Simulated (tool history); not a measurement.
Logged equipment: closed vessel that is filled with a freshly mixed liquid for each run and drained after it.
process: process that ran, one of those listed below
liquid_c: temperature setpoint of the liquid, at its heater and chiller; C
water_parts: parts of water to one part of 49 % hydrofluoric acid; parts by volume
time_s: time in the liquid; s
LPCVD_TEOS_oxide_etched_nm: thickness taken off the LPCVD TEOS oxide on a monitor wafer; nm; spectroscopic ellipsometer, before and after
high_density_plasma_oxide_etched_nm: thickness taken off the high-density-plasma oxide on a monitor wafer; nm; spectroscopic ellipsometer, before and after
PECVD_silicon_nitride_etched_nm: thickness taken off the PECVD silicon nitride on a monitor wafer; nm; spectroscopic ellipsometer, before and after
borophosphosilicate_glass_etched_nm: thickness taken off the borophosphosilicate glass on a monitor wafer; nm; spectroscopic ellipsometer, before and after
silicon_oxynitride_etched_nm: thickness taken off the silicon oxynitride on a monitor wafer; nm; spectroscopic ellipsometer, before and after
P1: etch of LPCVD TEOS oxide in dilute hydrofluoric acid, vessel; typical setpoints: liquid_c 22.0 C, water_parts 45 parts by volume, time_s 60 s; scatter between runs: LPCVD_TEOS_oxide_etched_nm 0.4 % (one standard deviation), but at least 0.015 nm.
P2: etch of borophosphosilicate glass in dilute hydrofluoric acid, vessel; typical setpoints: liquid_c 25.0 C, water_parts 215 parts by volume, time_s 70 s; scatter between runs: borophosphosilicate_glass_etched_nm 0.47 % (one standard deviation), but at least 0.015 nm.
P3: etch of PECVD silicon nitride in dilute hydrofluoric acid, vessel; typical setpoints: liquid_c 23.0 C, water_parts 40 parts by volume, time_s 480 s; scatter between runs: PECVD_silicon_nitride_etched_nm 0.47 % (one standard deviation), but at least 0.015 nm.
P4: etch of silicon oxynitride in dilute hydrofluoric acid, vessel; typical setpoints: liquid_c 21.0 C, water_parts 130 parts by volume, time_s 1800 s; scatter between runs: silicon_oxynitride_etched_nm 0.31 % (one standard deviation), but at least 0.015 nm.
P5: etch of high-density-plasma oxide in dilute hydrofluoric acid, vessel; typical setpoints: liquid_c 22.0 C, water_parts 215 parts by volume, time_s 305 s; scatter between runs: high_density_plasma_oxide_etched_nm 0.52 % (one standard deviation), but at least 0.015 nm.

run   hour  process  liquid_c  water_parts  time_s  hours since the thermometer was replaced  hours since the hydrofluoric acid flow meter was replaced  LPCVD_TEOS_oxide_etched_nm  high_density_plasma_oxide_etched_nm  PECVD_silicon_nitride_etched_nm  borophosphosilicate_glass_etched_nm  silicon_oxynitride_etched_nm
  1    9.6       P1      22.0           45      60                                     717.1                                                      243.1                      31.458
  2   17.3       P5      27.5          215     305                                     724.8                                                      250.8                                                           12.545
  3   22.1       P3      31.0           40     480                                     729.6                                                      255.6                                                                                            31.832
  4   29.9       P1      22.0           25      60                                     737.4                                                      263.4                      58.528
  5   39.3       P1      22.0           45      60                                     746.8                                                      272.8                      31.681
  6   45.4       P1      17.5           45      60                                     752.9                                                      278.9                      25.919
  7   50.1       P1      22.0           60      60                                     757.6                                                      283.6                      23.336
  8   55.6       P1      28.0           45      60                                     763.1                                                      289.1                      40.528
  9   64.5       P3      23.0           40     480                                     772.0                                                      298.0                                                                                            18.599
 10   72.1       P2      25.0          215      70                                     779.6                                                      305.6                                                                                                                                 25.894
 11   81.2       P1      22.0           45      60                                     788.7                                                      314.7                      31.631
 12   87.6       P2      32.5          215      70                                     795.1                                                      321.1                                                                                                                                 33.571
 13   92.2       P2      25.0          215     110                                     799.7                                                      325.7                                                                                                                                 40.820
 14  101.1       P4      21.0          215    1800                                     808.6                                                      334.6                                                                                                                                                               11.455
 15  106.4       P1      22.0           60      30                                     813.9                                                      339.9                      11.707
 16  110.9       P4      21.0          130    3270                                     818.4                                                      344.4                                                                                                                                                               36.830
 17  120.4       P3      23.0           40     480                                     827.9                                                      353.9                                                                                            18.815
 18  129.5       P1      22.0           45      90                                     837.0                                                      363.0                      47.076
 19  137.9       P3      23.0           20     480                                     845.4                                                      371.4                                                                                            36.228
     145.4  -- thermometer replaced
 20  146.4       P5      22.0           90     305                                       1.1                                                      379.9                                                           28.360
 21  153.2       P1      22.0           45      60                                       7.9                                                      386.7                      31.647
 22  159.4       P5      22.0          215     530                                      14.1                                                      392.9                                                           17.851
 23  165.5       P1      22.0           45      60                                      20.2                                                      399.0                      31.487
 24  172.1       P1      22.0           45      30                                      26.8                                                      405.6                      15.879
 25  177.4       P2      25.0           40      70                                      32.1                                                      410.9                                                                                                                                173.040
 26  182.2       P5      22.0          215     305                                      36.9                                                      415.7                                                           10.180
 27  189.4       P4      21.0          130    1800                                      44.1                                                      422.9                                                                                                                                                               20.092
 28  198.8       P3      23.0           40     960                                      53.5                                                      432.3                                                                                            37.410
 29  207.7       P4      27.0          130    1800                                      62.4                                                      441.2                                                                                                                                                               26.633
 30  215.7       P1      22.0           45      60                                      70.4                                                      449.2                      31.586
 31  221.6       P1      22.0           45      60                                      76.3                                                      455.1                      32.250
 32  229.1       P1      22.0           45      60                                      83.8                                                      462.6                      32.884
 33  235.4       P1      22.0           45      60                                      90.1                                                      468.9                      33.016
 34  243.6       P1      22.0           45      60                                      98.3                                                      477.1                      33.674
 35  251.2       P1      22.0           45      60                                     105.9                                                      484.7                      33.797
 36  257.2       P1      22.0           45      60                                     111.9                                                      490.7                      33.786
 37  266.1       P1      22.0           45      60                                     120.8                                                      499.6                      33.994
 38  270.6       P1      22.0           45      60                                     125.3                                                      504.1                      34.071
 39  280.7       P1      22.0           45      60                                     135.4                                                      514.2                      34.241
 40  286.5       P1      22.0           45      60                                     141.2                                                      520.0                      34.214
 41  296.3       P1      22.0           45      60                                     151.0                                                      529.8                      34.286

P1 has crept away from where it was. The log is fitted equally well by each of these 2 causes, at the sizes shown:
A: hydrofluoric acid flow above the setpoint (%) = 7.28
B: liquid hotter than its thermometer reads (K) = 1.79
The process output started creeping at around hour 215.7.

Listed below are the offered check runs, one wafer per run, with question marks in place of results. For which of them would the causes give clearly different outcomes?
check 1  306.1       P2      32.0           55      70                                                                                                                                                                                                                                           ?
check 2  306.1       P5      22.0           90     305                                                                                                                                                                     ?
check 3  306.1       P4      26.5          130    1800                                                                                                                                                                                                                                                                         ?
check 4  306.1       P3      27.5           40     910                                                                                                                                                                                                      ?

What each check would give under each cause:
  check                               result     if A     if B
check 1  borophosphosilicate_glass_etched_nm  174.570  173.190
check 2  high_density_plasma_oxide_etched_nm   30.349   30.183
check 3         silicon_oxynitride_etched_nm   28.214   28.283
check 4      PECVD_silicon_nitride_etched_nm   51.488   54.067
Smallest distance between any two causes, each pair judged by its most separating result, in per cent: check 1 0.79 %; check 2 0.55 %; check 3 0.24 %; check 4 4.89 %
The causes can be told apart only by check 4. The other checks would give nearly the same results under each of them.

Running check 4 produced the following: PECVD_silicon_nitride_etched_nm 53.948 nm. Which one of the listed causes fits?

The cause is B: liquid hotter than its thermometer reads (K).
